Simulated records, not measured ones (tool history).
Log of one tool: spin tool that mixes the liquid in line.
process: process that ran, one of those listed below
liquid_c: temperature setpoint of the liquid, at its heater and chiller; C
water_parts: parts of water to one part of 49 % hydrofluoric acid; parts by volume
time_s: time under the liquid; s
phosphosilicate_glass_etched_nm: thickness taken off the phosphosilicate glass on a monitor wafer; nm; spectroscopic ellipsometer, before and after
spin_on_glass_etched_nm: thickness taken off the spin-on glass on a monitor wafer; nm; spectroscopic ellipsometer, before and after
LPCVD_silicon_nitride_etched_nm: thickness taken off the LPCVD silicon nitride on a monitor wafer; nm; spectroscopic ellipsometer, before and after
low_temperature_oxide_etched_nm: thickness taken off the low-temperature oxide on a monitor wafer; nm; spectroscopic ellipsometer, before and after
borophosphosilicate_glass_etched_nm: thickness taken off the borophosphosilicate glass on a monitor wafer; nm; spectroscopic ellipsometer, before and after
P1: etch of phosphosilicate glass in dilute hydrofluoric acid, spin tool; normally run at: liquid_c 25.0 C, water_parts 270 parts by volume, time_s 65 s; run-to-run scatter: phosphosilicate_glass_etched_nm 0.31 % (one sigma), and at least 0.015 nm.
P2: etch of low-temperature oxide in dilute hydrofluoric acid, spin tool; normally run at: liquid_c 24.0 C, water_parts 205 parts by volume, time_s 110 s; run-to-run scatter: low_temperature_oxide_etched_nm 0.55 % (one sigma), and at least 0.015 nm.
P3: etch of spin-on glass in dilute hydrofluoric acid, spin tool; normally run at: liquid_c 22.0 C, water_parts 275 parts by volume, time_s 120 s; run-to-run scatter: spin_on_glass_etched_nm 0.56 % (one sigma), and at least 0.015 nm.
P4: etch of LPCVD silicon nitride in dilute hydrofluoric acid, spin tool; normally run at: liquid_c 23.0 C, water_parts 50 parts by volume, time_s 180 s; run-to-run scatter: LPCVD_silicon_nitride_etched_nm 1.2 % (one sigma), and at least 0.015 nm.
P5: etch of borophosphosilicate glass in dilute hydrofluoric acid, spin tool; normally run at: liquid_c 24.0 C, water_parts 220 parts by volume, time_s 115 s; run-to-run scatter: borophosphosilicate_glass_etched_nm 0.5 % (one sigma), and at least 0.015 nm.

run,hour,process,liquid_c,water_parts,time_s,hours since the thermometer was replaced,hours since the hydrofluoric acid flow meter was replaced,phosphosilicate_glass_etched_nm,spin_on_glass_etched_nm,LPCVD_silicon_nitride_etched_nm,low_temperature_oxide_etched_nm,borophosphosilicate_glass_etched_nm
1,10.9,P1,25.0,270,65,574.4,501.9,12.1820,,,,
2,20.5,P3,22.0,275,215,584.0,511.5,,12.4960,,,
3,31.1,P4,18.0,50,180,594.6,522.1,,,1.21790,,
4,39.0,P1,25.0,270,65,602.5,530.0,12.1590,,,,
5,48.5,P1,25.0,270,15,612.0,539.5,2.8196,,,,
6,54.4,P1,25.0,270,65,617.9,545.4,12.2080,,,,
7,65.7,P2,24.0,205,110,629.2,556.7,,,,10.6970,
8,75.8,P2,24.0,370,110,639.3,566.8,,,,5.0960,
9,87.7,P1,25.0,410,65,651.2,578.7,7.0194,,,,
10,94.6,P1,21.0,95,65,658.1,585.6,35.9760,,,,
11,102.7,P3,22.0,275,120,666.2,593.7,,6.9956,,,
12,110.6,P5,24.0,355,115,674.1,601.6,,,,,12.958
13,122.7,P1,25.0,270,65,686.2,613.7,12.2280,,,,
14,133.5,P4,23.0,50,15,697.0,624.5,,,0.13399,,
15,144.4,P2,24.0,205,45,707.9,635.4,,,,4.3813,
16,150.6,P2,24.0,205,110,714.1,641.6,,,,10.8990,
17,162.6,P1,25.0,110,65,726.1,653.6,35.9240,,,,
18,171.0,P1,25.0,270,65,734.5,662.0,12.1500,,,,
19,177.2,P4,23.0,50,180,740.7,668.2,,,1.64710,,
20,184.1,P1,30.5,270,65,747.6,675.1,14.6930,,,,
21,194.0,P5,24.0,220,205,757.5,685.0,,,,,43.211
22,202.6,P1,25.0,270,130,766.1,693.6,24.3400,,,,
23,215.2,P5,24.0,220,115,778.7,706.2,,,,,23.959
24,223.9,P1,25.0,270,65,787.4,714.9,12.2140,,,,
25,231.2,P1,25.0,270,65,794.7,722.2,12.2080,,,,
26,244.0,P1,19.0,270,65,807.5,735.0,9.8024,,,,
27,249.7,P2,27.5,205,110,813.2,740.7,,,,12.1330,
28,255.4,P3,17.0,275,120,818.9,746.4,,5.8374,,,
29,263.3,P3,22.0,275,120,826.8,754.3,,6.9976,,,
30,270.2,P5,29.0,220,115,833.7,761.2,,,,,28.829
31,282.6,P4,23.0,20,180,846.1,773.6,,,4.06550,,
32,295.1,P3,22.0,405,120,858.6,786.1,,4.2282,,,
33,305.2,P1,25.0,270,65,868.7,796.2,12.1270,,,,
34,312.6,P1,25.0,270,65,876.1,803.6,11.8250,,,,
35,320.1,P1,25.0,270,65,883.6,811.1,11.7980,,,,
36,329.5,P1,25.0,270,65,893.0,820.5,11.6770,,,,
37,339.3,P1,25.0,270,65,902.8,830.3,11.5720,,,,
38,345.2,P1,25.0,270,65,908.7,836.2,11.5820,,,,
39,355.8,P1,25.0,270,65,919.3,846.8,11.6370,,,,

What P1 gives has crept away from where it was. These 2 causes fit the log equally well, each at the size given:
A: hydrofluoric acid flow below the setpoint (%) = 3.85
B: liquid colder than its thermometer reads (K) = 1.43
The creep began at about hour 305.2.

4 check runs are offered, each on 5 wafers whose results are averaged, their results left as question marks. Which one tells the causes apart?
check 1,366.4,P2,24.0,205,110,,,,,,?,
check 2,366.4,P5,24.0,220,115,,,,,,,?
check 3,366.4,P3,22.0,275,120,,,,?,,,
check 4,366.4,P4,23.0,50,180,,,,,?,,

What each check would give under each cause:
check,result,if A,if B
check 1,low_temperature_oxide_etched_nm,10.2280,10.1760
check 2,borophosphosilicate_glass_etched_nm,22.882,22.788
check 3,spin_on_glass_etched_nm,6.6379,6.6219
check 4,LPCVD_silicon_nitride_etched_nm,1.63350,1.53940
How far apart the two closest causes lie, in the result that separates them most: check 1 0.51 %; check 2 0.41 %; check 3 0.24 %; check 4 5.93 %
Only check 4 tells the causes apart: in the others they would give nearly the same result.

Check 4 was then run and gave: LPCVD_silicon_nitride_etched_nm 1.53090 nm. Which cause is it?

It is B: liquid colder than its thermometer reads (K).
